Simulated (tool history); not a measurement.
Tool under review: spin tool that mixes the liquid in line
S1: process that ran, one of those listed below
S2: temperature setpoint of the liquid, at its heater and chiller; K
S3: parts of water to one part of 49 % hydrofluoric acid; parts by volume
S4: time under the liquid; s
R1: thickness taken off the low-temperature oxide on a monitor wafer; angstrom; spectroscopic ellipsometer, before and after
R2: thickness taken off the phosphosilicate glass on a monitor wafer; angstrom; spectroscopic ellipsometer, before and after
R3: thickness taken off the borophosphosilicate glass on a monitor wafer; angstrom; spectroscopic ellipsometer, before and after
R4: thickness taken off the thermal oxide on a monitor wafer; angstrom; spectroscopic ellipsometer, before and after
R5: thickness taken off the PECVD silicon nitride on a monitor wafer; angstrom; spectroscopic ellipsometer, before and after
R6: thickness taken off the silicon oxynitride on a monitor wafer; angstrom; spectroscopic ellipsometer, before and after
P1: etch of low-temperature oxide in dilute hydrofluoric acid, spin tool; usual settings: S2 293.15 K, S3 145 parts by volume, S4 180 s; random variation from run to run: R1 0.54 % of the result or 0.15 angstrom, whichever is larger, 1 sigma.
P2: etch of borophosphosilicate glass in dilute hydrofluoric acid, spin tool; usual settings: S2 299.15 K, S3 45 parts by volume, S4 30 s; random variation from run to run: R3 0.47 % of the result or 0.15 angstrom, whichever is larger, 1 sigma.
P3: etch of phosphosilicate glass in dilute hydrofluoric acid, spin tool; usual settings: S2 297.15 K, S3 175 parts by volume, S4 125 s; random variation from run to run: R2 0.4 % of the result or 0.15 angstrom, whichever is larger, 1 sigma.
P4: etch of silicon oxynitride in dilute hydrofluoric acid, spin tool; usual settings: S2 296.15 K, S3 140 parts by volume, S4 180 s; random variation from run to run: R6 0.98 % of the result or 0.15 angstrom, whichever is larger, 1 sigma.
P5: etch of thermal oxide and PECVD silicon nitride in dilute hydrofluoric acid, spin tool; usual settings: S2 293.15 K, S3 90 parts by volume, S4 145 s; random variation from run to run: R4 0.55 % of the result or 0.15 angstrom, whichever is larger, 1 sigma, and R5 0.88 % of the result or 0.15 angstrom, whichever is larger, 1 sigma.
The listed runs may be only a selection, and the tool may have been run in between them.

run	hour	S1	S2	S3	S4	R1	R2	R3	R4	R5	R6
1	7.6	P1	293.15	145	180	106.58					
2	13.7	P3	291.15	175	125		324				
3	23.5	P1	299.15	145	180	135.29					
4	29.5	P2	299.15	45	60			874.78			
5	35	P1	293.15	50	180	345.88					
6	41.2	P5	293.15	90	260				131.88	50.85	
7	48.5	P5	293.15	35	145				202.63	70.389	
8	57.3	P5	298.65	90	145				91.566	40.608	
# hour 63: hydrofluoric acid flow meter replaced
9	66.7	P3	297.15	175	125		406.22				
10	75	P3	297.15	175	65		213.61				
11	82.3	P4	296.15	140	180						23.305
12	92.6	P2	299.15	45	30			435.33			
13	99.4	P1	293.15	145	180	106.35					
14	109.8	P2	294.15	45	30			354.84			
15	119.6	P4	296.15	140	180						22.693
16	127.2	P1	293.15	145	265	156.88					
17	134.4	P3	297.15	175	125		407.08				
18	143.5	P1	299.15	70	180	305.27					
19	150.3	P4	296.15	140	360						45.328
20	155.2	P1	293.15	145	180	106.1					
21	163.3	P1	290.15	145	180	95.25					
22	169.7	P1	293.15	145	85	50.089					
23	178	P5	293.15	90	145				73.943	28.524	
24	185.1	P1	293.15	145	180	107.53					
25	192	P3	297.15	45	125		1847.5				
26	197.4	P4	303.65	140	180						32.351
27	208.1	P2	299.15	45	30			434.4			
28	215.9	P4	296.15	35	180						99.684
29	226.1	P2	299.15	75	30			251.32			
30	234.5	P1	293.15	230	180	61.792					
31	240	P1	293.15	145	180	107.23					
32	249.5	P1	293.15	145	180	110.51					
33	258.7	P1	293.15	145	180	112.29					
34	264.8	P1	293.15	145	180	113.71					
35	273.8	P1	293.15	145	180	114					
36	283.3	P1	293.15	145	180	112.79					
37	293.3	P1	293.15	145	180	114.17					

Something has made what P1 gives creep away from where it was; the 2 causes below, each at its own stated size, fit the log equally well:
A: hydrofluoric acid flow above the setpoint (%) = 5.97
B: liquid hotter than its thermometer reads (K) = 1.69
The drift started at roughly hour 240.

You are offered 4 check runs, listed below with question marks in place of their results; each one averages 2 wafers. Which run separates the listed causes by giving clearly different results for each?
check 1	303.3	P3	297.15	80	125		?				
check 2	303.3	P4	303.65	140	345						?
check 3	303.3	P2	299.15	75	55			?			
check 4	303.3	P5	293.15	90	205				?	?	

Predicted outcomes, by check and by cause:
check	result	if A	if B
check 1	R2	1063.3	1067.2
check 2	R6	65.278	65.729
check 3	R3	492.34	493.73
check 4	R4	110.86	111.49
check 4	R5	42.581	45.13
Separation of the two closest causes in each check, using whichever result separates them best: check 1 0.37 %; check 2 0.69 %; check 3 0.28 %; check 4 5.81 %
Only check 4 tells the causes apart: in the others they would give nearly the same result.

The results of check 4 are: R4 111.53 angstrom; R5 45.186 angstrom. Based on these, which of the listed causes is it?

It was cause B: liquid hotter than its thermometer reads (K).

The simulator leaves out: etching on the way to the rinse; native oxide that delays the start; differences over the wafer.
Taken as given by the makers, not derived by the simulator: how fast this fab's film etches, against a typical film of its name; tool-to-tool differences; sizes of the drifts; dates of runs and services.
